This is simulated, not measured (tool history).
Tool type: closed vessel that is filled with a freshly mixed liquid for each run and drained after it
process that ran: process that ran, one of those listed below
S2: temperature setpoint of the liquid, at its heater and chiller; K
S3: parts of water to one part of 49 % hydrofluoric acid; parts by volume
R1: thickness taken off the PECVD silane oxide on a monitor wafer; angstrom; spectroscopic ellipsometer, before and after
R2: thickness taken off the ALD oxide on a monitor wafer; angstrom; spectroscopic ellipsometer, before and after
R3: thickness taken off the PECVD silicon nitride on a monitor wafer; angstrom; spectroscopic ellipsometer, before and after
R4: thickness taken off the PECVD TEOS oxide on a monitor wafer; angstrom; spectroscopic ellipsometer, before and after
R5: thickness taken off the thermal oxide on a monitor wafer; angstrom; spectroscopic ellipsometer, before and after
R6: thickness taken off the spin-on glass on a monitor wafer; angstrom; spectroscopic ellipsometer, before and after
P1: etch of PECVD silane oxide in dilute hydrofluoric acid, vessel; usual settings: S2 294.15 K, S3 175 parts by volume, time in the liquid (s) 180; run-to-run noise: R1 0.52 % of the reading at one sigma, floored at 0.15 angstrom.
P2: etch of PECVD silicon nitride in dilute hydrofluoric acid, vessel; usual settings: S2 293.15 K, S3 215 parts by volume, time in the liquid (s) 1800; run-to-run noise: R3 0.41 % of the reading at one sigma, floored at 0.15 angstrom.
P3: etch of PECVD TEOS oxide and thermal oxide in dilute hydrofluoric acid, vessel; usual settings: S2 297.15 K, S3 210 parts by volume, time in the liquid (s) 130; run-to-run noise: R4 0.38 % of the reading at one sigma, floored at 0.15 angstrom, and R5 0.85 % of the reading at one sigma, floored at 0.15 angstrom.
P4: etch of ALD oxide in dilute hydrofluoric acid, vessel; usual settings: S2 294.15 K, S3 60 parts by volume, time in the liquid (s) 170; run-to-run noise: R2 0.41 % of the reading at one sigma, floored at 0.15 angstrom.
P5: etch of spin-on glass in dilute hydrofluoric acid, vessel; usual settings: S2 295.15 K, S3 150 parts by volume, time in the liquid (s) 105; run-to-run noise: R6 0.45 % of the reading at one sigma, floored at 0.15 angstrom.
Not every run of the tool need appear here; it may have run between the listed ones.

Run 1, hour 7.2: process that ran P1, S2 294.15 K, S3 175 parts by volume, time in the liquid (s) 180. Result: R1 259.04 angstrom.
Run 2, hour 14.7: process that ran P4, S2 294.15 K, S3 60 parts by volume, time in the liquid (s) 170. Result: R2 362.49 angstrom.
Run 3, hour 20.5: process that ran P2, S2 293.15 K, S3 215 parts by volume, time in the liquid (s) 2805. Result: R3 488.77 angstrom.
Run 4, hour 28.1: process that ran P1, S2 294.15 K, S3 325 parts by volume, time in the liquid (s) 180. Result: R1 122.29 angstrom.
Run 5, hour 37.2: process that ran P1, S2 294.15 K, S3 175 parts by volume, time in the liquid (s) 180. Result: R1 260.21 angstrom.
Run 6, hour 43.5: process that ran P3, S2 297.15 K, S3 210 parts by volume, time in the liquid (s) 230. Result: R4 243.4 angstrom, R5 45.12 angstrom.
At hour 48.2: thermometer replaced.
Run 7, hour 49: process that ran P2, S2 293.15 K, S3 390 parts by volume, time in the liquid (s) 1800. Result: R3 178.22 angstrom.
Run 8, hour 54.7: process that ran P1, S2 299.15 K, S3 255 parts by volume, time in the liquid (s) 180. Result: R1 199.64 angstrom.
Run 9, hour 61.8: process that ran P1, S2 297.65 K, S3 175 parts by volume, time in the liquid (s) 180. Result: R1 299.17 angstrom.
Run 10, hour 68.1: process that ran P1, S2 294.15 K, S3 175 parts by volume, time in the liquid (s) 30. Result: R1 43.687 angstrom.
Run 11, hour 76.2: process that ran P1, S2 290.15 K, S3 175 parts by volume, time in the liquid (s) 180. Result: R1 224.46 angstrom.
Run 12, hour 82.9: process that ran P1, S2 294.15 K, S3 175 parts by volume, time in the liquid (s) 180. Result: R1 263.36 angstrom.
Run 13, hour 89.6: process that ran P5, S2 295.15 K, S3 150 parts by volume, time in the liquid (s) 105. Result: R6 210.25 angstrom.
Run 14, hour 96.9: process that ran P1, S2 294.15 K, S3 175 parts by volume, time in the liquid (s) 180. Result: R1 260.35 angstrom.
Run 15, hour 103.6: process that ran P5, S2 290.15 K, S3 150 parts by volume, time in the liquid (s) 105. Result: R6 171.79 angstrom.
Run 16, hour 109.8: process that ran P4, S2 294.15 K, S3 60 parts by volume, time in the liquid (s) 300. Result: R2 644.03 angstrom.
Run 17, hour 113.9: process that ran P2, S2 293.15 K, S3 215 parts by volume, time in the liquid (s) 1800. Result: R3 315.6 angstrom.
Run 18, hour 121.1: process that ran P4, S2 294.15 K, S3 60 parts by volume, time in the liquid (s) 170. Result: R2 362.39 angstrom.
Run 19, hour 129.7: process that ran P4, S2 299.65 K, S3 60 parts by volume, time in the liquid (s) 170. Result: R2 453.49 angstrom.
Run 20, hour 136: process that ran P1, S2 294.15 K, S3 295 parts by volume, time in the liquid (s) 30. Result: R1 23.081 angstrom.
Run 21, hour 142: process that ran P3, S2 297.15 K, S3 105 parts by volume, time in the liquid (s) 130. Result: R4 309.56 angstrom, R5 56.7 angstrom.
Run 22, hour 146.5: process that ran P5, S2 295.15 K, S3 150 parts by volume, time in the liquid (s) 35. Result: R6 69.726 angstrom.
Run 23, hour 151.7: process that ran P2, S2 301.65 K, S3 215 parts by volume, time in the liquid (s) 1800. Result: R3 538.39 angstrom.
Run 24, hour 158.7: process that ran P5, S2 295.15 K, S3 250 parts by volume, time in the liquid (s) 105. Result: R6 113.16 angstrom.
Run 25, hour 163.9: process that ran P4, S2 294.15 K, S3 35 parts by volume, time in the liquid (s) 170. Result: R2 645.1 angstrom.
Run 26, hour 169.4: process that ran P1, S2 294.15 K, S3 80 parts by volume, time in the liquid (s) 180. Result: R1 640.7 angstrom.
Run 27, hour 174: process that ran P3, S2 302.15 K, S3 210 parts by volume, time in the liquid (s) 130. Result: R4 162.89 angstrom, R5 30.354 angstrom.
Run 28, hour 181.2: process that ran P3, S2 297.15 K, S3 210 parts by volume, time in the liquid (s) 130. Result: R4 135.75 angstrom, R5 25.671 angstrom.
Run 29, hour 187.9: process that ran P1, S2 294.15 K, S3 175 parts by volume, time in the liquid (s) 260. Result: R1 384.33 angstrom.
Run 30, hour 193: process that ran P1, S2 294.15 K, S3 175 parts by volume, time in the liquid (s) 180. Result: R1 263.3 angstrom.
Run 31, hour 199.7: process that ran P1, S2 294.15 K, S3 175 parts by volume, time in the liquid (s) 180. Result: R1 255.02 angstrom.
Run 32, hour 205.3: process that ran P1, S2 294.15 K, S3 175 parts by volume, time in the liquid (s) 180. Result: R1 251.93 angstrom.
Run 33, hour 209.5: process that ran P1, S2 294.15 K, S3 175 parts by volume, time in the liquid (s) 180. Result: R1 252.7 angstrom.
Run 34, hour 218.4: process that ran P1, S2 294.15 K, S3 175 parts by volume, time in the liquid (s) 180. Result: R1 245.2 angstrom.
Run 35, hour 224.4: process that ran P1, S2 294.15 K, S3 175 parts by volume, time in the liquid (s) 180. Result: R1 245.43 angstrom.
Run 36, hour 230.4: process that ran P1, S2 294.15 K, S3 175 parts by volume, time in the liquid (s) 180. Result: R1 245.92 angstrom.
Run 37, hour 234.8: process that ran P1, S2 294.15 K, S3 175 parts by volume, time in the liquid (s) 180. Result: R1 247.9 angstrom.
Run 38, hour 239.1: process that ran P1, S2 294.15 K, S3 175 parts by volume, time in the liquid (s) 180. Result: R1 246.45 angstrom.
Run 39, hour 247.7: process that ran P1, S2 294.15 K, S3 175 parts by volume, time in the liquid (s) 180. Result: R1 245.52 angstrom.
Run 40, hour 253.3: process that ran P1, S2 294.15 K, S3 175 parts by volume, time in the liquid (s) 180. Result: R1 243.86 angstrom.

P1 no longer gives what it gave before; its output has crept away from where it was. The following 2 causes, each at its listed size, fit the log equally well:
A: hydrofluoric acid flow below the setpoint (%) = 6.02
B: liquid colder than its thermometer reads (K) = 1.89
The gradual shift began around hour 193.

The check runs listed below each take one wafer, and their results are still question marks. Under which run would the listed causes lead to clearly different results?
Run check 1, hour 258.9: process that ran P3, S2 297.15 K, S3 210 parts by volume, time in the liquid (s) 190. Result: R4 ?, R5 ?.
Run check 2, hour 258.9: process that ran P4, S2 298.15 K, S3 60 parts by volume, time in the liquid (s) 170. Result: R2 ?.
Run check 3, hour 258.9: process that ran P5, S2 295.15 K, S3 210 parts by volume, time in the liquid (s) 105. Result: R6 ?.
Run check 4, hour 258.9: process that ran P2, S2 297.15 K, S3 215 parts by volume, time in the liquid (s) 2800. Result: R3 ?.

What each check would give under each cause:
  check  result    if A    if B
check 1      R4  185.81  186.95
check 1      R5   34.26  34.471
check 2      R2  400.24  396.27
check 3      R6   129.9  130.41
check 4      R3  598.45  564.48
Smallest distance between any two causes, each pair judged by its most separating result, in per cent: check 1 0.61 %; check 2 1 %; check 3 0.39 %; check 4 5.84 %
Check 4 is the one run that separates the causes; every other check would come out nearly the same whichever cause is at work.

Check 4 has now been run. It gave: R3 597.37 angstrom. Which of the candidate causes is it?

The cause is A: hydrofluoric acid flow below the setpoint (%).

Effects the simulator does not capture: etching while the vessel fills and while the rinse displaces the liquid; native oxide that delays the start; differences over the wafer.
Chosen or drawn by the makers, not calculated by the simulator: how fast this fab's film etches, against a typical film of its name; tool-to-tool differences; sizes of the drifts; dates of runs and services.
